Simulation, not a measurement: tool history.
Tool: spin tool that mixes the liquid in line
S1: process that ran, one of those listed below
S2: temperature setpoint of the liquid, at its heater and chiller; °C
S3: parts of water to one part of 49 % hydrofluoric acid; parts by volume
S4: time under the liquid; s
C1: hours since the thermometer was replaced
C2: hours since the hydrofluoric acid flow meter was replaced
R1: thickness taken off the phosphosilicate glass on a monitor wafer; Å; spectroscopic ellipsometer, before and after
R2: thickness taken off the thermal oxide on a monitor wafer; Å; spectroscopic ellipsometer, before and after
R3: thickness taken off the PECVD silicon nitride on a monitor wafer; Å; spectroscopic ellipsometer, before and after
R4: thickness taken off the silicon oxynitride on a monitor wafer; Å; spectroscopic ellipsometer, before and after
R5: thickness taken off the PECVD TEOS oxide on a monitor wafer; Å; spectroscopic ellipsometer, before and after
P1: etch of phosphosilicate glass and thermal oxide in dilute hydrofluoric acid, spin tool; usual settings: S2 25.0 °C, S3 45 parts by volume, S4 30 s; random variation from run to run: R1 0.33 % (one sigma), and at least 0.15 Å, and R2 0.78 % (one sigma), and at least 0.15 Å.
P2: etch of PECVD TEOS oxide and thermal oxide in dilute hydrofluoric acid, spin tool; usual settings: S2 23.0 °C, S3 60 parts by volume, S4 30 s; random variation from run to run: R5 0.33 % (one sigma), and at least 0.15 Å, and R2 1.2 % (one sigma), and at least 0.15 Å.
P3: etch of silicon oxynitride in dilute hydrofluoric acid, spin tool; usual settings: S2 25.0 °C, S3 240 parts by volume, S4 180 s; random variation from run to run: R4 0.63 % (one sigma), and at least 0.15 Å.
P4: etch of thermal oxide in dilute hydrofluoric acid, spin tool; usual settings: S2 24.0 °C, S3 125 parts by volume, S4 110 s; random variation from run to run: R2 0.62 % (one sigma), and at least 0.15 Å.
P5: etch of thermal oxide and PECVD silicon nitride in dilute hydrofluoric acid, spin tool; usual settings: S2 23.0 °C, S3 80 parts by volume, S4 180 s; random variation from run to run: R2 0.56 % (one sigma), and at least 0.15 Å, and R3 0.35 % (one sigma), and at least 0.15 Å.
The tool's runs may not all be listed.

Run 1, hour 3.4: S1 P1, S2 25.0 °C, S3 45 parts by volume, S4 30 s; C1 1004.6; C2 188.5. Result: R1 462.35 Å, R2 34.0930 Å.
Run 2, hour 7.6: S1 P1, S2 25.0 °C, S3 45 parts by volume, S4 60 s; C1 1008.8; C2 192.7. Result: R1 923.83 Å, R2 68.2980 Å.
Run 3, hour 11.4: S1 P1, S2 25.0 °C, S3 45 parts by volume, S4 30 s; C1 1012.6; C2 196.5. Result: R1 462.52 Å, R2 34.1710 Å.
Run 4, hour 14.7: S1 P5, S2 23.0 °C, S3 80 parts by volume, S4 180 s; C1 1015.9; C2 199.8. Result: R2 108.9900 Å, R3 57.298 Å.
Run 5, hour 18.5: S1 P4, S2 24.0 °C, S3 125 parts by volume, S4 110 s; C1 1019.7; C2 203.6. Result: R2 42.2870 Å.
Run 6, hour 24.7: S1 P1, S2 25.0 °C, S3 45 parts by volume, S4 30 s; C1 1025.9; C2 209.8. Result: R1 462.45 Å, R2 33.8310 Å.
Run 7, hour 30.8: S1 P5, S2 23.0 °C, S3 135 parts by volume, S4 180 s; C1 1032.0; C2 215.9. Result: R2 60.5190 Å, R3 34.480 Å.
Run 8, hour 33.5: S1 P1, S2 25.0 °C, S3 45 parts by volume, S4 30 s; C1 1034.7; C2 218.6. Result: R1 460.27 Å, R2 34.1030 Å.
Run 9, hour 37.8: S1 P3, S2 32.0 °C, S3 240 parts by volume, S4 180 s; C1 1039.0; C2 222.9. Result: R4 44.398 Å.
Run 10, hour 43.3: S1 P1, S2 25.0 °C, S3 45 parts by volume, S4 15 s; C1 1044.5; C2 228.4. Result: R1 232.31 Å, R2 17.1170 Å.
Run 11, hour 46.3: S1 P1, S2 25.0 °C, S3 65 parts by volume, S4 30 s; C1 1047.5; C2 231.4. Result: R1 312.34 Å, R2 23.1390 Å.
Run 12, hour 49.8: S1 P2, S2 23.0 °C, S3 35 parts by volume, S4 30 s; C1 1051.0; C2 234.9. Result: R2 39.8620 Å, R5 107.180 Å.
Run 13, hour 53.2: S1 P1, S2 25.0 °C, S3 45 parts by volume, S4 30 s; C1 1054.4; C2 238.3. Result: R1 462.56 Å, R2 34.4140 Å.
Run 14, hour 56.7: S1 P1, S2 25.0 °C, S3 20 parts by volume, S4 30 s; C1 1057.9; C2 241.8. Result: R1 1079.90 Å, R2 79.9690 Å.
Run 15, hour 61.9: S1 P3, S2 25.0 °C, S3 240 parts by volume, S4 180 s; C1 1063.1; C2 247.0. Result: R4 33.200 Å.
Run 16, hour 66.6: S1 P1, S2 25.0 °C, S3 60 parts by volume, S4 15 s; C1 1067.8; C2 251.7. Result: R1 169.84 Å, R2 12.5520 Å.
Run 17, hour 70.4: S1 P5, S2 23.0 °C, S3 80 parts by volume, S4 295 s; C1 1071.6; C2 255.5. Result: R2 178.5100 Å, R3 94.967 Å.
Run 18, hour 74.5: S1 P4, S2 24.0 °C, S3 225 parts by volume, S4 110 s; C1 1075.7; C2 259.6. Result: R2 21.0780 Å.
Run 19, hour 79.0: S1 P2, S2 23.0 °C, S3 60 parts by volume, S4 45 s; C1 1080.2; C2 264.1. Result: R2 34.8110 Å, R5 90.230 Å.
Run 20, hour 82.3: S1 P4, S2 24.0 °C, S3 125 parts by volume, S4 110 s; C1 1083.5; C2 267.4. Result: R2 42.0840 Å.
Run 21, hour 87.7: S1 P5, S2 23.0 °C, S3 80 parts by volume, S4 180 s; C1 1088.9; C2 272.8. Result: R2 108.3200 Å, R3 57.884 Å.
Run 22, hour 92.6: S1 P2, S2 23.0 °C, S3 60 parts by volume, S4 30 s; C1 1093.8; C2 277.7. Result: R2 22.8330 Å, R5 60.841 Å.
Run 23, hour 95.7: S1 P3, S2 25.0 °C, S3 240 parts by volume, S4 90 s; C1 1096.9; C2 280.8. Result: R4 16.737 Å.
Run 24, hour 98.4: S1 P3, S2 25.0 °C, S3 430 parts by volume, S4 180 s; C1 1099.6; C2 283.5. Result: R4 16.233 Å.
Run 25, hour 101.7: S1 P1, S2 29.5 °C, S3 45 parts by volume, S4 30 s; C1 1102.9; C2 286.8. Result: R1 555.42 Å, R2 40.8820 Å.
Run 26, hour 107.0: S1 P2, S2 29.5 °C, S3 60 parts by volume, S4 30 s; C1 1108.2; C2 292.1. Result: R2 29.9790 Å, R5 78.477 Å.
Run 27, hour 112.4: S1 P1, S2 25.0 °C, S3 45 parts by volume, S4 30 s; C1 1113.6; C2 297.5. Result: R1 461.42 Å, R2 34.2700 Å.
Run 28, hour 117.1: S1 P1, S2 19.5 °C, S3 45 parts by volume, S4 30 s; C1 1118.3; C2 302.2. Result: R1 366.78 Å, R2 27.2540 Å.
Run 29, hour 120.9: S1 P4, S2 24.0 °C, S3 125 parts by volume, S4 20 s; C1 1122.1; C2 306.0. Result: R2 7.7779 Å.
Run 30, hour 125.1: S1 P5, S2 29.5 °C, S3 80 parts by volume, S4 180 s; C1 1126.3; C2 310.2. Result: R2 141.1700 Å, R3 88.435 Å.
Run 31, hour 128.3: S1 P3, S2 25.0 °C, S3 240 parts by volume, S4 180 s; C1 1129.5; C2 313.4. Result: R4 33.125 Å.
Run 32, hour 134.1: S1 P4, S2 28.0 °C, S3 125 parts by volume, S4 110 s; C1 1135.3; C2 319.2. Result: R2 48.6120 Å.
Run 33, hour 137.3: S1 P1, S2 25.0 °C, S3 45 parts by volume, S4 30 s; C1 1138.5; C2 322.4. Result: R1 463.25 Å, R2 33.8800 Å.
Run 34, hour 141.3: S1 P1, S2 25.0 °C, S3 45 parts by volume, S4 30 s; C1 1142.5; C2 326.4. Result: R1 473.29 Å, R2 35.4440 Å.
Run 35, hour 144.8: S1 P1, S2 25.0 °C, S3 45 parts by volume, S4 30 s; C1 1146.0; C2 329.9. Result: R1 481.18 Å, R2 35.4210 Å.
Run 36, hour 148.3: S1 P1, S2 25.0 °C, S3 45 parts by volume, S4 30 s; C1 1149.5; C2 333.4. Result: R1 485.70 Å, R2 35.6210 Å.
Run 37, hour 151.2: S1 P1, S2 25.0 °C, S3 45 parts by volume, S4 30 s; C1 1152.4; C2 336.3. Result: R1 487.34 Å, R2 36.6020 Å.
Run 38, hour 156.7: S1 P1, S2 25.0 °C, S3 45 parts by volume, S4 30 s; C1 1157.9; C2 341.8. Result: R1 493.81 Å, R2 36.6260 Å.
Run 39, hour 160.8: S1 P1, S2 25.0 °C, S3 45 parts by volume, S4 30 s; C1 1162.0; C2 345.9. Result: R1 497.20 Å, R2 36.7530 Å.
Run 40, hour 164.7: S1 P1, S2 25.0 °C, S3 45 parts by volume, S4 30 s; C1 1165.9; C2 349.8. Result: R1 497.79 Å, R2 36.6820 Å.
Run 41, hour 168.8: S1 P1, S2 25.0 °C, S3 45 parts by volume, S4 30 s; C1 1170.0; C2 353.9. Result: R1 494.79 Å, R2 36.9660 Å.
Run 42, hour 173.4: S1 P1, S2 25.0 °C, S3 45 parts by volume, S4 30 s; C1 1174.6; C2 358.5. Result: R1 500.50 Å, R2 36.9650 Å.
Run 43, hour 176.2: S1 P1, S2 25.0 °C, S3 45 parts by volume, S4 30 s; C1 1177.4; C2 361.3. Result: R1 497.75 Å, R2 36.6720 Å.
Run 44, hour 179.1: S1 P1, S2 25.0 °C, S3 45 parts by volume, S4 30 s; C1 1180.3; C2 364.2. Result: R1 497.20 Å, R2 36.0980 Å.

What P1 gives has crept away from where it was. These 2 causes fit the log equally well, each at the size given:
A: liquid hotter than its thermometer reads (K) = 1.83
B: hydrofluoric acid flow above the setpoint (%) = 7.28
The creep began at about hour 137.3.

4 check runs are offered, one wafer each, their results left as question marks. Which one tells the causes apart?
Run check 1, hour 182.0: S1 P5, S2 23.0 °C, S3 80 parts by volume, S4 180 s. Result: R2 ?, R3 ?.
Run check 2, hour 182.0: S1 P3, S2 25.0 °C, S3 240 parts by volume, S4 180 s. Result: R4 ?.
Run check 3, hour 182.0: S1 P4, S2 24.0 °C, S3 125 parts by volume, S4 110 s. Result: R2 ?.
Run check 4, hour 182.0: S1 P2, S2 23.0 °C, S3 60 parts by volume, S4 30 s. Result: R2 ?, R5 ?.

What each check would give under each cause:
  check  result      if A      if B
check 1      R2  117.0900  117.4900
check 1      R3    65.197    61.850
check 2      R4    35.878    36.030
check 3      R2   45.3060   45.7510
check 4      R2   24.6440   24.6600
check 4      R5    65.258    65.302
How far apart the two closest causes lie, in the result that separates them most: check 1 5.27 %; check 2 0.42 %; check 3 0.98 %; check 4 0.07 %
Check 1 tells the causes apart: in the others they would give nearly the same result.

Check 1 was then run and gave: R2 116.7100 Å; R3 64.853 Å. Which cause is it?

It is A: liquid hotter than its thermometer reads (K).
